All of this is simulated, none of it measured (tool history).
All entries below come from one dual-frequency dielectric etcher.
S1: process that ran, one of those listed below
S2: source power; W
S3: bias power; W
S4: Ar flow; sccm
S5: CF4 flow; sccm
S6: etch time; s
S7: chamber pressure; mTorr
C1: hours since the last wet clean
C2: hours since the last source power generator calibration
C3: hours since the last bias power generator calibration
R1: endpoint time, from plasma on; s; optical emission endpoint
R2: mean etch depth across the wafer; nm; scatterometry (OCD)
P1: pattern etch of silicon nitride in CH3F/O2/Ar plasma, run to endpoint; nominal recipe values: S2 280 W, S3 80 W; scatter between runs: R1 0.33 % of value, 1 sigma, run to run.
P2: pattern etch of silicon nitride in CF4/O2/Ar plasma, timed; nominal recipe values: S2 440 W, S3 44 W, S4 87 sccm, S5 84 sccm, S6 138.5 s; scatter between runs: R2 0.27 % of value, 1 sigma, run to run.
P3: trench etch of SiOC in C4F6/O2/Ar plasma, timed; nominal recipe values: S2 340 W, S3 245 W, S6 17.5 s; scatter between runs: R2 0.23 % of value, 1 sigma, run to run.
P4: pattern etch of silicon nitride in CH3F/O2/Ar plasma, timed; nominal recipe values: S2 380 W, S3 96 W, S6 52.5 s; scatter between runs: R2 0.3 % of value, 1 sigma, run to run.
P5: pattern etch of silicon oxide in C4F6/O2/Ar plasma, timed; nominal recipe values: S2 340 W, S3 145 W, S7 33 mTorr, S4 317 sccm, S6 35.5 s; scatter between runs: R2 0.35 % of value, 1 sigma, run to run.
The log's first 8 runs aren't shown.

run	hour	S1	S2	S3	S4	S5	S6	S7	C1	C2	C3	R1	R2
9	110.0	P3	340	245			17.5		245.6	2987.1	2494.5		36.858
10	121.4	P5	340	145	317		35.5	43	257.0	2998.5	2505.9		94.262
11	130.4	P1	280	55					266.0	3007.5	2514.9	108.410	
12	137.8	P4	380	133			52.5		273.4	3014.9	2522.3		44.283
13	148.8	P4	380	96			52.5		284.4	3025.9	2533.3		39.293
14	161.3	P1	280	103					296.9	3038.4	2545.8	87.182	
15	172.5	P5	340	145	317		35.5	33	308.1	3049.6	2557.0		97.386
16	185.5	P1	280	80					321.1	3062.6	2570.0	94.814	
17	198.5	P4	520	96			52.5		334.1	3075.6	2583.0		43.980
18	208.3	P5	340	145	411		35.5	33	343.9	3085.4	2592.8		94.426
19	221.6	P1	280	80					357.2	3098.7	2606.1	94.856	
20	231.1	P3	340	342			17.5		366.7	3108.2	2615.6		41.467
21	242.5	P5	340	145	317		19.5	33	378.1	3119.6	2627.0		53.325
22	256.6	P4	380	96			52.5		392.2	3133.7	2641.1		39.327
23	272.4	P1	280	80					408.0	3149.5	2656.9	95.220	
24	280.2	P3	340	245			25.5		415.8	3157.3	2664.7		53.391

Forecast run 25:
25	288.8	P4	380	96			67.5		424.4	3165.9	2673.3		?

{"run 25": {"R2": 50.43}}
